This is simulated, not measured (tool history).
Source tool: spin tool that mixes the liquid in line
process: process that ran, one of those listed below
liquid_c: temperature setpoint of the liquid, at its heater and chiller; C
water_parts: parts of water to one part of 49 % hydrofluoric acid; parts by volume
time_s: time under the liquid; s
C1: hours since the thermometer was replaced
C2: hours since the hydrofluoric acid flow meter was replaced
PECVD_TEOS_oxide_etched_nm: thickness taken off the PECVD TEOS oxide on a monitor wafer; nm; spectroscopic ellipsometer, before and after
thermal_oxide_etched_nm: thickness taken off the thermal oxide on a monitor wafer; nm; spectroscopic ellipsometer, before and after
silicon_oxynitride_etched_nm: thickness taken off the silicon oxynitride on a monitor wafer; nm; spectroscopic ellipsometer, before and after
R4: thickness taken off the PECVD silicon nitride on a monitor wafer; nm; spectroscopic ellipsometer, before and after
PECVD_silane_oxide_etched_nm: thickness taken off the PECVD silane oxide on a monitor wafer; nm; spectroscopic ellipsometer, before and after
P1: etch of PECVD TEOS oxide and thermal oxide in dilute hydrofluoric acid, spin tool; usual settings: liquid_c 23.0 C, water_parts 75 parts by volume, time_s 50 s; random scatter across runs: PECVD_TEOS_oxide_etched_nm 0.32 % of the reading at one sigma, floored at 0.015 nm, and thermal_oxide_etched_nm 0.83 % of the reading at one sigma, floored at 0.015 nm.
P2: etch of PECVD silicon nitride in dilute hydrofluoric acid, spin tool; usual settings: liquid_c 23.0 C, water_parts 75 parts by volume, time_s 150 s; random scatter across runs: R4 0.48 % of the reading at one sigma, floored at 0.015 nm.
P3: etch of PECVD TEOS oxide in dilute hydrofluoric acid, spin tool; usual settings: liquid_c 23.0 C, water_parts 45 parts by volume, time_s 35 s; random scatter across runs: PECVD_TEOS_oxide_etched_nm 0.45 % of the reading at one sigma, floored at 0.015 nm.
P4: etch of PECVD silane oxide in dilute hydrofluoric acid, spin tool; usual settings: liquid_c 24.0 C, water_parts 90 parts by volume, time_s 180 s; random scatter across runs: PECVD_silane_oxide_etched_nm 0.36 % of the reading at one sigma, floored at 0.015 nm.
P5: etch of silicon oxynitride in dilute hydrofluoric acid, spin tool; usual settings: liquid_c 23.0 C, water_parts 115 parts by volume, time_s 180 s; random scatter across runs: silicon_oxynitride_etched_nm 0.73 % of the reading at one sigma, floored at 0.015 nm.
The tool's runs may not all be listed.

run 1 hour=9.8 | process=P1 liquid_c=23.0 water_parts=75 time_s=50 | C1=871.3 C2=426.6 | PECVD_TEOS_oxide_etched_nm=9.7156 thermal_oxide_etched_nm=3.08670
run 2 hour=17.2 | process=P3 liquid_c=17.0 water_parts=45 time_s=35 | C1=878.7 C2=434.0 | PECVD_TEOS_oxide_etched_nm=6.0464
run 3 hour=27.4 | process=P3 liquid_c=23.0 water_parts=45 time_s=15 | C1=888.9 C2=444.2 | PECVD_TEOS_oxide_etched_nm=3.3571
run 4 hour=37.1 | process=P1 liquid_c=23.0 water_parts=75 time_s=15 | C1=898.6 C2=453.9 | PECVD_TEOS_oxide_etched_nm=2.8778 thermal_oxide_etched_nm=0.91004
run 5 hour=47.4 | process=P1 liquid_c=23.0 water_parts=75 time_s=50 | C1=908.9 C2=464.2 | PECVD_TEOS_oxide_etched_nm=9.6187 thermal_oxide_etched_nm=3.16240
run 6 hour=57.1 | process=P1 liquid_c=23.0 water_parts=40 time_s=90 | C1=918.6 C2=473.9 | PECVD_TEOS_oxide_etched_nm=34.2470 thermal_oxide_etched_nm=11.06800
run 7 hour=62.6 | process=P5 liquid_c=23.0 water_parts=115 time_s=60 | C1=924.1 C2=479.4 | silicon_oxynitride_etched_nm=1.2865
-- hour=69.1 hydrofluoric acid flow meter replaced
run 8 hour=69.4 | process=P2 liquid_c=30.0 water_parts=75 time_s=150 | C1=930.9 C2=0.4 | R4=13.1660
run 9 hour=77.3 | process=P3 liquid_c=23.0 water_parts=45 time_s=35 | C1=938.8 C2=8.3 | PECVD_TEOS_oxide_etched_nm=7.8380
run 10 hour=86.4 | process=P1 liquid_c=19.0 water_parts=75 time_s=50 | C1=947.9 C2=17.4 | PECVD_TEOS_oxide_etched_nm=8.1914 thermal_oxide_etched_nm=2.65140
run 11 hour=95.2 | process=P2 liquid_c=23.0 water_parts=30 time_s=150 | C1=956.7 C2=26.2 | R4=20.3130
run 12 hour=101.1 | process=P5 liquid_c=23.0 water_parts=115 time_s=180 | C1=962.6 C2=32.1 | silicon_oxynitride_etched_nm=3.8688
run 13 hour=111.3 | process=P1 liquid_c=23.0 water_parts=75 time_s=50 | C1=972.8 C2=42.3 | PECVD_TEOS_oxide_etched_nm=9.6598 thermal_oxide_etched_nm=3.07190
run 14 hour=118.5 | process=P3 liquid_c=23.0 water_parts=45 time_s=35 | C1=980.0 C2=49.5 | PECVD_TEOS_oxide_etched_nm=7.8942
run 15 hour=127.4 | process=P4 liquid_c=24.0 water_parts=90 time_s=360 | C1=988.9 C2=58.4 | PECVD_silane_oxide_etched_nm=59.501
run 16 hour=135.0 | process=P1 liquid_c=29.5 water_parts=75 time_s=100 | C1=996.5 C2=66.0 | PECVD_TEOS_oxide_etched_nm=25.0470 thermal_oxide_etched_nm=8.07750
run 17 hour=142.0 | process=P1 liquid_c=30.5 water_parts=75 time_s=50 | C1=1003.5 C2=73.0 | PECVD_TEOS_oxide_etched_nm=13.0260 thermal_oxide_etched_nm=4.18760
run 18 hour=152.1 | process=P1 liquid_c=23.0 water_parts=135 time_s=50 | C1=1013.6 C2=83.1 | PECVD_TEOS_oxide_etched_nm=4.9833 thermal_oxide_etched_nm=1.59990
run 19 hour=159.0 | process=P4 liquid_c=31.5 water_parts=90 time_s=180 | C1=1020.5 C2=90.0 | PECVD_silane_oxide_etched_nm=40.014
run 20 hour=167.2 | process=P1 liquid_c=23.0 water_parts=75 time_s=50 | C1=1028.7 C2=98.2 | PECVD_TEOS_oxide_etched_nm=9.6068 thermal_oxide_etched_nm=3.14020
run 21 hour=172.0 | process=P5 liquid_c=23.0 water_parts=35 time_s=180 | C1=1033.5 C2=103.0 | silicon_oxynitride_etched_nm=13.5850
run 22 hour=178.7 | process=P5 liquid_c=23.0 water_parts=115 time_s=180 | C1=1040.2 C2=109.7 | silicon_oxynitride_etched_nm=3.8480
run 23 hour=187.8 | process=P5 liquid_c=27.5 water_parts=115 time_s=180 | C1=1049.3 C2=118.8 | silicon_oxynitride_etched_nm=4.7731
run 24 hour=193.7 | process=P4 liquid_c=24.0 water_parts=90 time_s=180 | C1=1055.2 C2=124.7 | PECVD_silane_oxide_etched_nm=30.005
run 25 hour=200.5 | process=P1 liquid_c=23.0 water_parts=115 time_s=85 | C1=1062.0 C2=131.5 | PECVD_TEOS_oxide_etched_nm=10.2600 thermal_oxide_etched_nm=3.25070
run 26 hour=205.5 | process=P4 liquid_c=24.0 water_parts=125 time_s=180 | C1=1067.0 C2=136.5 | PECVD_silane_oxide_etched_nm=20.619
run 27 hour=215.0 | process=P2 liquid_c=23.0 water_parts=75 time_s=150 | C1=1076.5 C2=146.0 | R4=8.3058
run 28 hour=225.7 | process=P1 liquid_c=23.0 water_parts=35 time_s=50 | C1=1087.2 C2=156.7 | PECVD_TEOS_oxide_etched_nm=21.8880 thermal_oxide_etched_nm=7.00050
run 29 hour=231.9 | process=P1 liquid_c=23.0 water_parts=75 time_s=95 | C1=1093.4 C2=162.9 | PECVD_TEOS_oxide_etched_nm=18.4570 thermal_oxide_etched_nm=5.92510
run 30 hour=242.7 | process=P2 liquid_c=23.0 water_parts=75 time_s=70 | C1=1104.2 C2=173.7 | R4=3.8575
run 31 hour=253.5 | process=P3 liquid_c=23.0 water_parts=20 time_s=35 | C1=1115.0 C2=184.5 | PECVD_TEOS_oxide_etched_nm=18.0150
run 32 hour=260.6 | process=P1 liquid_c=23.0 water_parts=75 time_s=50 | C1=1122.1 C2=191.6 | PECVD_TEOS_oxide_etched_nm=9.6426 thermal_oxide_etched_nm=3.08910
run 33 hour=269.5 | process=P1 liquid_c=23.0 water_parts=75 time_s=50 | C1=1131.0 C2=200.5 | PECVD_TEOS_oxide_etched_nm=9.4080 thermal_oxide_etched_nm=3.00620
run 34 hour=275.7 | process=P1 liquid_c=23.0 water_parts=75 time_s=50 | C1=1137.2 C2=206.7 | PECVD_TEOS_oxide_etched_nm=9.2697 thermal_oxide_etched_nm=3.04100
run 35 hour=284.8 | process=P1 liquid_c=23.0 water_parts=75 time_s=50 | C1=1146.3 C2=215.8 | PECVD_TEOS_oxide_etched_nm=9.2099 thermal_oxide_etched_nm=2.99700
run 36 hour=294.0 | process=P1 liquid_c=23.0 water_parts=75 time_s=50 | C1=1155.5 C2=225.0 | PECVD_TEOS_oxide_etched_nm=9.1016 thermal_oxide_etched_nm=2.95020
run 37 hour=301.3 | process=P1 liquid_c=23.0 water_parts=75 time_s=50 | C1=1162.8 C2=232.3 | PECVD_TEOS_oxide_etched_nm=9.1073 thermal_oxide_etched_nm=2.91170
run 38 hour=306.2 | process=P1 liquid_c=23.0 water_parts=75 time_s=50 | C1=1167.7 C2=237.2 | PECVD_TEOS_oxide_etched_nm=9.0698 thermal_oxide_etched_nm=2.96660
run 39 hour=314.7 | process=P1 liquid_c=23.0 water_parts=75 time_s=50 | C1=1176.2 C2=245.7 | PECVD_TEOS_oxide_etched_nm=9.0556 thermal_oxide_etched_nm=2.99830

Something has made what P1 gives creep away from where it was; the 2 causes below, each at its own stated size, fit the log equally well:
A: liquid colder than its thermometer reads (K) = 1.5
B: hydrofluoric acid flow below the setpoint (%) = 5.43
The drift started at roughly hour 260.6.

Of the 4 check runs listed below, each run on one wafer and each result written as a question mark, which would let you distinguish the listed causes because they would give clearly different results?
run check 1 hour=323.2 | process=P5 liquid_c=23.0 water_parts=115 time_s=180 | silicon_oxynitride_etched_nm=?
run check 2 hour=323.2 | process=P2 liquid_c=23.0 water_parts=75 time_s=150 | R4=?
run check 3 hour=323.2 | process=P3 liquid_c=23.0 water_parts=45 time_s=35 | PECVD_TEOS_oxide_etched_nm=?
run check 4 hour=323.2 | process=P4 liquid_c=24.0 water_parts=90 time_s=180 | PECVD_silane_oxide_etched_nm=?

Outcome of each check run for each possible cause:
check=check_1 result=silicon_oxynitride_etched_nm if_A=3.5880 if_B=3.6252
check=check_2 result=R4 if_A=7.4872 if_B=7.8431
check=check_3 result=PECVD_TEOS_oxide_etched_nm if_A=7.3456 if_B=7.3730
check=check_4 result=PECVD_silane_oxide_etched_nm if_A=28.095 if_B=28.038
Smallest distance between any two causes, each pair judged by its most separating result, in per cent: check 1 1.03 %; check 2 4.64 %; check 3 0.37 %; check 4 0.2 %
Only check 2 tells the causes apart: in the others they would give nearly the same result.

The results of check 2 are: R4 7.4814 nm. Based on these, which of the listed causes is it?

The correct cause is A, namely: liquid colder than its thermometer reads (K).

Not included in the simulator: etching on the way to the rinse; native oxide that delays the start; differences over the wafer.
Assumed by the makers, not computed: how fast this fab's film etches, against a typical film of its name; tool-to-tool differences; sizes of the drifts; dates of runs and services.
